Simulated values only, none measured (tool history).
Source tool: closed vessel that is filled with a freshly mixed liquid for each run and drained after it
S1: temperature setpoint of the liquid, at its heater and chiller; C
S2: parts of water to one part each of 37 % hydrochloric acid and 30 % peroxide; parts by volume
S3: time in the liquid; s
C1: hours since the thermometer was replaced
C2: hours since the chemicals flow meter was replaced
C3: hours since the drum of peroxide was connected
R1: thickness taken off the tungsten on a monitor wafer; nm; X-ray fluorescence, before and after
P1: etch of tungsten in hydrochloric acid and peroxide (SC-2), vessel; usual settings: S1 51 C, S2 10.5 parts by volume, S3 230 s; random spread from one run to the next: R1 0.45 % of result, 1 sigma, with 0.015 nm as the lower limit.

run   hour    S1    S2   S3      C1     C2     C3      R1
  1   14.3    51  10.5  230  1754.3  786.7  290.6  55.342
  2   22.9  35.5  10.5  230  1762.9  795.3  299.2  18.639
  3   29.6    65  10.5  230  1769.6    802  305.9  132.78
  4   36.5    51  10.5  230  1776.5  808.9  312.8  54.854
  5   45.1  37.5  10.5  120  1785.1  817.5  321.4  11.332
  6   54.8    51  10.5  230  1794.8  827.2  331.1  55.399
  7   61.3    51  10.5   30  1801.3  833.7  337.6  7.1375
  8   74.8    51  14.5  365  1814.8  847.2  351.1  65.928
  9   86.3    51    16  230  1826.3  858.7  362.6  38.121
 10   99.5    51  10.5  400  1839.5  871.9  375.8  95.573
 11  112.8    51  10.5  230  1852.8  885.2  389.1  55.366
     124.8  -- new drum of peroxide connected
 12  125.9    51  10.5  230  1865.9  898.3    1.2  54.541
 13  137.4    51     4  230  1877.4  909.8   12.7  114.32

Predict the results of run 14:
 14  150.4  51  10.5  230  1890.4  922.8  25.7   ?

Logged for run 14: R1 55.058 nm.
